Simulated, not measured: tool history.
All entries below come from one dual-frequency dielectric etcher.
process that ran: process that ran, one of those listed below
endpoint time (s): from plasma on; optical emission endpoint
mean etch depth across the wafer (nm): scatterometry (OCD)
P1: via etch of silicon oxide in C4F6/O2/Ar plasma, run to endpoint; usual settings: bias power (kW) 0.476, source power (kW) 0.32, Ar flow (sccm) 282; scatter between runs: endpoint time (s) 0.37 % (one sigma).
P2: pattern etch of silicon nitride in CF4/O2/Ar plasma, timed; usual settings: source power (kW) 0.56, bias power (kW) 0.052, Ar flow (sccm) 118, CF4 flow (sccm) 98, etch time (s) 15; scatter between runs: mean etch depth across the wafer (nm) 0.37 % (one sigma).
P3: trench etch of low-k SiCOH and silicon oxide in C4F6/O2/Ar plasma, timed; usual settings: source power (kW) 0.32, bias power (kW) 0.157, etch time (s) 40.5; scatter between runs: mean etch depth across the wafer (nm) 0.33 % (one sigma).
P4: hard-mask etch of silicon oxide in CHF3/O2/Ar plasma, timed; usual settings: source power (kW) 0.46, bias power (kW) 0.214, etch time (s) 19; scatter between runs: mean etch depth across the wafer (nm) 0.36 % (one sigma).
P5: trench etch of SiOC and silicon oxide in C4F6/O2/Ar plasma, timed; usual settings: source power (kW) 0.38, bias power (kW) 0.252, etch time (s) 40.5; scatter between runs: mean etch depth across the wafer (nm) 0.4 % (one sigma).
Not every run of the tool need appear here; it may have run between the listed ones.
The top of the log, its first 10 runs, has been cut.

run   hour  process that ran  bias power (kW)  source power (kW)  Ar flow (sccm)  etch time (s)  CF4 flow (sccm)  hours since the last wet clean  hours since the last bias power generator calibration  hours since the last source power generator calibration  hours since the last Ar flow controller change  endpoint time (s)  mean etch depth across the wafer (nm)
 11   87.3                P2            0.052               0.56             118             15               79                           509.8                                                  927.1                                                   1144.4                                          4115.2                                                    30.531
 12   95.4                P5            0.252               0.38                           40.5                                            517.9                                                  935.2                                                   1152.5                                          4123.3                                                    87.836
 13  100.7                P1            0.476               0.32             282                                                           523.2                                                  940.5                                                   1157.8                                          4128.6             21.581
 14  108.7                P1            0.476               0.32             197                                                           531.2                                                  948.5                                                   1165.8                                          4136.6             20.738
 15  114.9                P5            0.252               0.27                           40.5                                            537.4                                                  954.7                                                     1172                                          4142.8                                                    76.659
 16  123.8                P4            0.214               0.46                             12                                            546.3                                                  963.6                                                   1180.9                                          4151.7                                                    22.607
 17  131.5                P3            0.157               0.32                             27                                              554                                                  971.3                                                   1188.6                                          4159.4                                                    76.955
 18    140                P2            0.038               0.56             118             15               98                           562.5                                                  979.8                                                   1197.1                                          4167.9                                                    27.833
 19  144.3                P1            0.476               0.32             282                                                           566.8                                                  984.1                                                   1201.4                                          4172.2             21.603
 20  151.2                P3            0.157               0.32                           40.5                                            573.7                                                    991                                                   1208.3                                          4179.1                                                    115.27
 21  157.2                P2            0.052               0.56             161             15               98                           579.7                                                    997                                                   1214.3                                          4185.1                                                    29.989
 22  165.6                P2            0.052               0.33             118             15               98                           588.1                                                 1005.4                                                   1222.7                                          4193.5                                                    19.702
 23  172.4                P3            0.195               0.32                           40.5                                            594.9                                                 1012.2                                                   1229.5                                          4200.3                                                    123.41
 24  181.3                P1            0.658               0.32             282                                                           603.8                                                 1021.1                                                   1238.4                                          4209.2             19.045
 25  190.3                P1            0.476               0.32             282                                                           612.8                                                 1030.1                                                   1247.4                                          4218.2             21.544
 26  195.8                P1            0.476               0.32             282                                                           618.3                                                 1035.6                                                   1252.9                                          4223.7             21.493

Run 27 has not been measured yet. What should we expect?
 27  205.2                P1            0.476               0.32             282                                                           627.7                                                   1045                                                   1262.3                                          4233.1                  ?

{"run 27": {"endpoint time (s)": 21.541}}

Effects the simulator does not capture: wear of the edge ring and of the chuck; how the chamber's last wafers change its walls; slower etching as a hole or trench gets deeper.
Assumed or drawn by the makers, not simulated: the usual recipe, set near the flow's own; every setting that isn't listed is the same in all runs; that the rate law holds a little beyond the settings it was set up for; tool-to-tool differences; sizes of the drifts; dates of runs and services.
